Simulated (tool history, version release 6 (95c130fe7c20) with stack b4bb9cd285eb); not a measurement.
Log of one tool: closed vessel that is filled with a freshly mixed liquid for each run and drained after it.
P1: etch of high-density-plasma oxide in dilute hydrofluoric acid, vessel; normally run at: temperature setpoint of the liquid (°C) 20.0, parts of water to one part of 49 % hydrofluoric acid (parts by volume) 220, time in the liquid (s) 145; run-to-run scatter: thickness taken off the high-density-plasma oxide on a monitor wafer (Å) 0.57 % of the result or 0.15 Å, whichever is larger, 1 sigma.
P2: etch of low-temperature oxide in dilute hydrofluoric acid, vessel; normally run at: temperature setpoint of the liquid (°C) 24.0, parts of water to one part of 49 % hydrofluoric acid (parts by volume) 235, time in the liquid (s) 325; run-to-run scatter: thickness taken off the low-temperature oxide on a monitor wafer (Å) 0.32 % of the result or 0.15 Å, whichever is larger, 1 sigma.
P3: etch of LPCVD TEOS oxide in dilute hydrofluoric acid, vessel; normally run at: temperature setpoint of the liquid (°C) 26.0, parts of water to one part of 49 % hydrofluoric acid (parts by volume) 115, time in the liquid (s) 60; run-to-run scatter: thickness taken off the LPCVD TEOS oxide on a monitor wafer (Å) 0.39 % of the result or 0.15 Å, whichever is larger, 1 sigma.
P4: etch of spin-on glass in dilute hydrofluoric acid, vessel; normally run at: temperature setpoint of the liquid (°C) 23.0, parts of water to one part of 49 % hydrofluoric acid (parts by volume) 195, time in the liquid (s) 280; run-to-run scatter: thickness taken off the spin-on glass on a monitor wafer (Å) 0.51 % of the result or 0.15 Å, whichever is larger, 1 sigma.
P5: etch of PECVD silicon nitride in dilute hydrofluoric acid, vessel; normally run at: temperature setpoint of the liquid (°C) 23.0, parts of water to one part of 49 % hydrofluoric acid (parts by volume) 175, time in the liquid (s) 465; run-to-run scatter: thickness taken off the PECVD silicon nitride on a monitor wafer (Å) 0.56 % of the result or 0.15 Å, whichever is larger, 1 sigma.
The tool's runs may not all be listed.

run   hour  process that ran  temperature setpoint of the liquid (°C)  parts of water to one part of 49 % hydrofluoric acid (parts by volume)  time in the liquid (s)  hours since the thermometer was replaced  hours since the hydrofluoric acid flow meter was replaced  thickness taken off the high-density-plasma oxide on a monitor wafer (Å)  thickness taken off the LPCVD TEOS oxide on a monitor wafer (Å)  thickness taken off the spin-on glass on a monitor wafer (Å)  thickness taken off the PECVD silicon nitride on a monitor wafer (Å)  thickness taken off the low-temperature oxide on a monitor wafer (Å)
  1   14.4                P1                                     20.0                                                                     220                     145                                    1914.0                                                      269.5                                                                    48.355
  2   28.7                P1                                     17.0                                                                     220                     145                                    1928.3                                                      283.8                                                                    42.479
  3   38.9                P3                                     26.0                                                                     205                      60                                    1938.5                                                      294.0                                                                                                                                     81.946
  4   48.2                P4                                     27.5                                                                     195                     280                                    1947.8                                                      303.3                                                                                                                                                                                                   513.59
  5   58.5                P1                                     20.0                                                                     220                      55                                    1958.1                                                      313.6                                                                    18.557
  6   76.5                P1                                     20.0                                                                     380                     145                                    1976.1                                                      331.6                                                                    24.099
  7   87.2                P5                                     23.0                                                                     175                     465                                    1986.8                                                      342.3                                                                                                                                                                                                                                                                         43.027
  8   98.4                P2                                     24.0                                                                     420                     325                                    1998.0                                                      353.5                                                                                                                                                                                                                                                                                                                                                58.10
  9  111.5                P1                                     20.0                                                                      65                     145                                    2011.1                                                      366.6                                                                   191.590
 10  124.7                P1                                     20.0                                                                     220                     145                                    2024.3                                                      379.8                                                                    48.210
 11  138.6                P3                                     26.0                                                                     115                     110                                    2038.2                                                      393.7                                                                                                                                    298.350
 12  150.4                P4                                     23.0                                                                     350                     280                                    2050.0                                                      405.5                                                                                                                                                                                                   209.40
 13  165.1                P5                                     23.0                                                                     175                     830                                    2064.7                                                      420.2                                                                                                                                                                                                                                                                         77.242
 14  181.6                P1                                     20.0                                                                     220                     145                                    2081.2                                                      436.7                                                                    48.220
 15  197.0                P3                                     26.0                                                                     115                      60                                    2096.6                                                      452.1                                                                                                                                    162.780
 16  206.5                P5                                     27.5                                                                     175                     465                                    2106.1                                                      461.6                                                                                                                                                                                                                                                                         56.698
 17  222.2                P1                                     27.0                                                                     220                     205                                    2121.8                                                      477.3                                                                    87.976
 18  235.3                P4                                     23.0                                                                     195                     280                                    2134.9                                                      490.4                                                                                                                                                                                                   437.89
 19  244.0                P5                                     23.0                                                                      80                     465                                    2143.6                                                      499.1                                                                                                                                                                                                                                                                         94.221
 20  255.9                P4                                     23.0                                                                     195                     125                                    2155.5                                                      511.0                                                                                                                                                                                                   195.39
 21  266.6                P2                                     24.0                                                                     235                     325                                    2166.2                                                      521.7                                                                                                                                                                                                                                                                                                                                               124.09
 22  276.4                P1                                     20.0                                                                     220                     280                                    2176.0                                                      531.5                                                                    92.505

Run 23 comes next. What will it give?
 23  295.0                P3                                     26.0                                                                     115                      60                                    2194.6                                                      550.1                                                                                                                                          ?

Run 23 gave thickness taken off the LPCVD TEOS oxide on a monitor wafer (Å) 162.460.
